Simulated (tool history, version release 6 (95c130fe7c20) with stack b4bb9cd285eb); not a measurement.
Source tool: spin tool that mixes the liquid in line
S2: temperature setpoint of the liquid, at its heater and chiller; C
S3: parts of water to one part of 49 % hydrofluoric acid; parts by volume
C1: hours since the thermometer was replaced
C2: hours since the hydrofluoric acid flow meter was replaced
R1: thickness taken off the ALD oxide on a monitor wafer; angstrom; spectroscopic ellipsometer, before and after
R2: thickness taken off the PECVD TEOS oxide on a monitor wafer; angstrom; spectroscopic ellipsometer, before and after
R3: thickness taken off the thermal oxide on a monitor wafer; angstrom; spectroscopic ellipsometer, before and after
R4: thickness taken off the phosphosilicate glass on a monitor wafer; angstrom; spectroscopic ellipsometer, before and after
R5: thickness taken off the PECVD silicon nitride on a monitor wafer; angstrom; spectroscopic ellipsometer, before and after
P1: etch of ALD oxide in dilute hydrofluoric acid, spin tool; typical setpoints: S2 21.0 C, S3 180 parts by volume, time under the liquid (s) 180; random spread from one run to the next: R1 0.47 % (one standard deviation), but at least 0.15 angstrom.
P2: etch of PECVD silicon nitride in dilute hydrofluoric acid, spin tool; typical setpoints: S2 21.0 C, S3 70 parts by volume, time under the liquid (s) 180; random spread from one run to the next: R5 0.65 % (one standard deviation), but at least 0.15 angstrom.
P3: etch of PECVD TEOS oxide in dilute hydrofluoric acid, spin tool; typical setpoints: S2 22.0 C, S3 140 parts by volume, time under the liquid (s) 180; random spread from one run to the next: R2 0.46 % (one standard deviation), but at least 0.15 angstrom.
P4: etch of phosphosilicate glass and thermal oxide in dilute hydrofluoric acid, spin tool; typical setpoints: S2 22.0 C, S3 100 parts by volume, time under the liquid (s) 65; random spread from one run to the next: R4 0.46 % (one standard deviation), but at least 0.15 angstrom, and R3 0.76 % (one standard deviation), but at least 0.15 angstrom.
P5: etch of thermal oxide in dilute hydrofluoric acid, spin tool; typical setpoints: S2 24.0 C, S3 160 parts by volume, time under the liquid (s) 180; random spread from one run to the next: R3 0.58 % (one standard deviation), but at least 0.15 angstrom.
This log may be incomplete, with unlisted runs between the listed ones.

run 1 hour=13.1 | process_that_ran=P1 S2=21.0 S3=180 time_under_the_liquid_(s)=180 | C1=997.0 C2=136.9 | R1=125.450
run 2 hour=26.7 | process_that_ran=P3 S2=22.0 S3=140 time_under_the_liquid_(s)=50 | C1=1010.6 C2=150.5 | R2=51.516
run 3 hour=33.7 | process_that_ran=P1 S2=17.0 S3=180 time_under_the_liquid_(s)=100 | C1=1017.6 C2=157.5 | R1=59.601
run 4 hour=43.5 | process_that_ran=P1 S2=21.0 S3=180 time_under_the_liquid_(s)=280 | C1=1027.4 C2=167.3 | R1=194.990
run 5 hour=51.9 | process_that_ran=P3 S2=22.0 S3=140 time_under_the_liquid_(s)=180 | C1=1035.8 C2=175.7 | R2=184.700
run 6 hour=62.8 | process_that_ran=P5 S2=19.5 S3=160 time_under_the_liquid_(s)=180 | C1=1046.7 C2=186.6 | R3=40.1050
run 7 hour=74.8 | process_that_ran=P4 S2=28.0 S3=100 time_under_the_liquid_(s)=65 | C1=1058.7 C2=198.6 | R3=36.0790 R4=460.93
run 8 hour=85.2 | process_that_ran=P5 S2=24.0 S3=90 time_under_the_liquid_(s)=180 | C1=1069.1 C2=209.0 | R3=92.0770
run 9 hour=99.0 | process_that_ran=P1 S2=21.0 S3=180 time_under_the_liquid_(s)=180 | C1=1082.9 C2=222.8 | R1=123.440
run 10 hour=109.8 | process_that_ran=P5 S2=24.0 S3=160 time_under_the_liquid_(s)=35 | C1=1093.7 C2=233.6 | R3=9.0935
run 11 hour=120.6 | process_that_ran=P4 S2=22.0 S3=100 time_under_the_liquid_(s)=110 | C1=1104.5 C2=244.4 | R3=48.6070 R4=617.42
run 12 hour=132.5 | process_that_ran=P1 S2=21.0 S3=180 time_under_the_liquid_(s)=180 | C1=1116.4 C2=256.3 | R1=124.240
run 13 hour=138.9 | process_that_ran=P1 S2=21.0 S3=180 time_under_the_liquid_(s)=180 | C1=1122.8 C2=262.7 | R1=123.470
run 14 hour=150.8 | process_that_ran=P1 S2=21.0 S3=180 time_under_the_liquid_(s)=80 | C1=1134.7 C2=274.6 | R1=55.354
run 15 hour=160.6 | process_that_ran=P1 S2=25.5 S3=180 time_under_the_liquid_(s)=180 | C1=1144.5 C2=284.4 | R1=148.620
run 16 hour=174.2 | process_that_ran=P1 S2=17.0 S3=180 time_under_the_liquid_(s)=20 | C1=1158.1 C2=298.0 | R1=11.699
run 17 hour=185.9 | process_that_ran=P4 S2=22.0 S3=100 time_under_the_liquid_(s)=65 | C1=1169.8 C2=309.7 | R3=28.3020 R4=360.44
run 18 hour=195.8 | process_that_ran=P2 S2=21.0 S3=70 time_under_the_liquid_(s)=180 | C1=1179.7 C2=319.6 | R5=43.126
run 19 hour=203.4 | process_that_ran=P2 S2=21.0 S3=35 time_under_the_liquid_(s)=180 | C1=1187.3 C2=327.2 | R5=85.903
run 20 hour=214.7 | process_that_ran=P2 S2=21.0 S3=70 time_under_the_liquid_(s)=280 | C1=1198.6 C2=338.5 | R5=68.277
run 21 hour=225.3 | process_that_ran=P5 S2=24.0 S3=160 time_under_the_liquid_(s)=180 | C1=1209.2 C2=349.1 | R3=48.3620
run 22 hour=231.8 | process_that_ran=P1 S2=21.0 S3=295 time_under_the_liquid_(s)=180 | C1=1215.7 C2=355.6 | R1=67.948
run 23 hour=244.8 | process_that_ran=P3 S2=22.0 S3=50 time_under_the_liquid_(s)=180 | C1=1228.7 C2=368.6 | R2=576.210
run 24 hour=254.7 | process_that_ran=P1 S2=21.0 S3=105 time_under_the_liquid_(s)=180 | C1=1238.6 C2=378.5 | R1=231.490
run 25 hour=261.8 | process_that_ran=P2 S2=21.0 S3=70 time_under_the_liquid_(s)=180 | C1=1245.7 C2=385.6 | R5=43.322

The next listed run, before its measurement:
run 26 hour=271.1 | process_that_ran=P1 S2=21.0 S3=180 time_under_the_liquid_(s)=180 | C1=1255.0 C2=394.9 | R1=?

R1: 124.030 angstrom
